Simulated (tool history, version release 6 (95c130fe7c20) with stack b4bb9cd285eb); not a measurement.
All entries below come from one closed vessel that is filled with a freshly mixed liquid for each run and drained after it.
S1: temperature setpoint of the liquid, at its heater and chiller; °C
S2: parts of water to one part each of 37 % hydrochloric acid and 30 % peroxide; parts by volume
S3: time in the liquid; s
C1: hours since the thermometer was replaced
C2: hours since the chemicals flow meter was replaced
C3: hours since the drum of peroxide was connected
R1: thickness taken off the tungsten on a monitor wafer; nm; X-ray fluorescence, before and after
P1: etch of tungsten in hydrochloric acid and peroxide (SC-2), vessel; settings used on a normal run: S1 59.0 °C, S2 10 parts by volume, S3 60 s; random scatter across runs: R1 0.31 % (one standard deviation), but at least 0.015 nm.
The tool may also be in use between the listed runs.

run 1 hour=6.2 | S1=59.0 S2=10 S3=60 | C1=409.2 C2=313.2 C3=166.1 | R1=40.283
run 2 hour=11.5 | S1=44.5 S2=15 S3=60 | C1=414.5 C2=318.5 C3=171.4 | R1=10.939
run 3 hour=16.5 | S1=59.0 S2=10 S3=60 | C1=419.5 C2=323.5 C3=176.4 | R1=40.323
run 4 hour=22.2 | S1=59.0 S2=10 S3=115 | C1=425.2 C2=329.2 C3=182.1 | R1=77.257
run 5 hour=29.2 | S1=48.0 S2=10 S3=60 | C1=432.2 C2=336.2 C3=189.1 | R1=19.699
run 6 hour=36.3 | S1=59.0 S2=17 S3=60 | C1=439.3 C2=343.3 C3=196.2 | R1=25.346
run 7 hour=41.0 | S1=59.0 S2=10 S3=30 | C1=444.0 C2=348.0 C3=200.9 | R1=20.192
run 8 hour=45.3 | S1=59.0 S2=10 S3=60 | C1=448.3 C2=352.3 C3=205.2 | R1=40.209
run 9 hour=52.8 | S1=59.0 S2=4 S3=60 | C1=455.8 C2=359.8 C3=212.7 | R1=80.945
run 10 hour=59.3 | S1=71.0 S2=10 S3=60 | C1=462.3 C2=366.3 C3=219.2 | R1=83.046
run 11 hour=64.0 | S1=59.0 S2=10 S3=60 | C1=467.0 C2=371.0 C3=223.9 | R1=40.389
run 12 hour=68.9 | S1=59.0 S2=10 S3=60 | C1=471.9 C2=375.9 C3=228.8 | R1=40.328
run 13 hour=74.0 | S1=59.0 S2=10 S3=60 | C1=477.0 C2=381.0 C3=233.9 | R1=41.392
run 14 hour=81.5 | S1=59.0 S2=10 S3=60 | C1=484.5 C2=388.5 C3=241.4 | R1=42.283
run 15 hour=87.2 | S1=59.0 S2=10 S3=60 | C1=490.2 C2=394.2 C3=247.1 | R1=42.930
run 16 hour=95.2 | S1=59.0 S2=10 S3=60 | C1=498.2 C2=402.2 C3=255.1 | R1=43.290
run 17 hour=103.0 | S1=59.0 S2=10 S3=60 | C1=506.0 C2=410.0 C3=262.9 | R1=43.504
run 18 hour=108.4 | S1=59.0 S2=10 S3=60 | C1=511.4 C2=415.4 C3=268.3 | R1=43.518
run 19 hour=116.0 | S1=59.0 S2=10 S3=60 | C1=519.0 C2=423.0 C3=275.9 | R1=43.574
run 20 hour=122.8 | S1=59.0 S2=10 S3=60 | C1=525.8 C2=429.8 C3=282.7 | R1=43.712
run 21 hour=130.2 | S1=59.0 S2=10 S3=60 | C1=533.2 C2=437.2 C3=290.1 | R1=43.805

Run 22 has not been measured yet. What should we expect?
run 22 hour=135.2 | S1=59.0 S2=10 S3=60 | C1=538.2 C2=442.2 C3=295.1 | R1=?

Run 22 produced R1 43.719 nm.

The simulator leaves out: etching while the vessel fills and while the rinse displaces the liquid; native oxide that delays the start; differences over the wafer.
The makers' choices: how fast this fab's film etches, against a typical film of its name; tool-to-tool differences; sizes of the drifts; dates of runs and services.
